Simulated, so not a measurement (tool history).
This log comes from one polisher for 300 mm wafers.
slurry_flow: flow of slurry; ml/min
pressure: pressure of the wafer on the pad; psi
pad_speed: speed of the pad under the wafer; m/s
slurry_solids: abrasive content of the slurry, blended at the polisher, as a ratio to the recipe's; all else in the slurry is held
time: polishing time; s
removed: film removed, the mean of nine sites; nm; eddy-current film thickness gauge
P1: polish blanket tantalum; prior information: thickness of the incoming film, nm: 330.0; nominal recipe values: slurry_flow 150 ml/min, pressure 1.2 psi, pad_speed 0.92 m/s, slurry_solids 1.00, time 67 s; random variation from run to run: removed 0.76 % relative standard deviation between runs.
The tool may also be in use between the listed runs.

run	hour	slurry_flow	pressure	pad_speed	slurry_solids	time	wafers polished on this pad	hours since the slurry nozzle was cleaned	hours since the head pressure was calibrated	hours since the slurry blender was calibrated	removed
1	5.6	150	1.2	0.92	1.00	67	509	172.4	359.4	97.2	58.068
2	9.0	150	1.2	1.36	1.00	67	531	175.8	362.8	100.6	84.485
3	14.6	150	1.2	0.92	1.45	67	567	181.4	368.4	106.2	63.659
4	18.9	150	0.6	0.92	1.00	67	595	185.7	372.7	110.5	28.899
5	23.2	150	1.2	0.92	1.00	67	623	190.0	377.0	114.8	56.583
6	26.2	90	1.2	0.92	1.00	67	642	193.0	380.0	117.8	51.343
7	29.7	150	1.8	0.92	1.00	67	665	196.5	383.5	121.3	86.926
8	35.3	225	1.2	0.92	1.00	67	701	202.1	389.1	126.9	61.329
9	39.6	150	1.2	0.42	1.00	67	729	206.4	393.4	131.2	26.217
10	44.2	150	1.2	0.92	1.00	93	758	211.0	398.0	135.8	79.608
11	50.6	150	1.2	0.92	0.65	67	800	217.4	404.4	142.2	50.150
12	55.7	150	1.2	0.92	1.00	36	833	222.5	409.5	147.3	30.742
13	59.9	150	1.2	0.92	1.00	67	860	226.7	413.7	151.5	57.909
14	66.3	150	1.2	0.70	1.00	97	901	233.1	420.1	157.9	62.993
15	69.4	150	1.2	0.92	1.00	67	921	236.2	423.2	161.0	56.965
16	74.0	150	1.2	0.92	1.00	67	951	240.8	427.8	165.6	57.446
17	78.2	150	1.2	0.92	1.00	67	978	245.0	432.0	169.8	58.859
18	83.8	150	1.2	0.92	1.00	67	1014	250.6	437.6	175.4	56.299
19	90.1	150	1.2	0.92	1.00	67	1055	256.9	443.9	181.7	55.307
20	96.5	150	1.2	0.92	1.00	67	1097	263.3	450.3	188.1	55.051
# hour 99.3: slurry blender recalibrated
# hour 101.4: worn pad replaced by a new one
21	102.0	150	1.2	0.92	1.00	67	3	268.8	455.8	2.7	54.587
22	106.5	150	1.2	0.92	1.00	67	33	273.3	460.3	7.2	53.812
23	112.0	150	1.2	0.92	1.00	67	68	278.8	465.8	12.7	53.760
24	117.6	150	1.2	0.92	1.00	67	104	284.4	471.4	18.3	53.113
25	123.3	150	1.2	0.92	1.00	67	141	290.1	477.1	24.0	53.388
26	128.4	150	1.2	0.92	1.00	67	174	295.2	482.2	29.1	54.188

P1 has crept away from where it was. The log is fitted equally well by each of these 2 causes, at the sizes shown:
A: slurry flow missing at the pad, % = 29.9
B: head's pressure below its setpoint, % = 7
The creep began at about hour 78.2.
What rules out each remaining cause:
removal rate lost through wear of the pad, %: serviced at hour 101.4, after the drift had started, without restoring the earlier output
abrasive missing from the slurry, %: serviced at hour 99.3, after the drift had started, without restoring the earlier output

4 check runs are offered, each on 5 wafers whose results are averaged, their results left as question marks. Which one tells the causes apart?
check 1	133.5	150	1.8	0.92	0.75	67					?
check 2	133.5	150	0.6	0.42	1.00	67					?
check 3	133.5	105	1.2	0.50	1.00	67					?
check 4	133.5	150	1.2	0.52	1.40	67					?

Predicted outcomes, by check and by cause:
check	result	if A	if B
check 1	removed	73.310	73.313
check 2	removed	12.218	12.219
check 3	removed	26.326	27.046
check 4	removed	32.944	32.945
Per check, the gap between the least separated pair of causes, taken in the result that splits them most: check 1 0 %; check 2 0 %; check 3 2.7 %; check 4 0 %
Only in check 3 would the causes give clearly different results; in the remaining checks their results would be nearly the same.

Check 3 has now been run. It gave: removed 26.278 nm. Which of the candidate causes is it?

It is A: slurry flow missing at the pad, %.

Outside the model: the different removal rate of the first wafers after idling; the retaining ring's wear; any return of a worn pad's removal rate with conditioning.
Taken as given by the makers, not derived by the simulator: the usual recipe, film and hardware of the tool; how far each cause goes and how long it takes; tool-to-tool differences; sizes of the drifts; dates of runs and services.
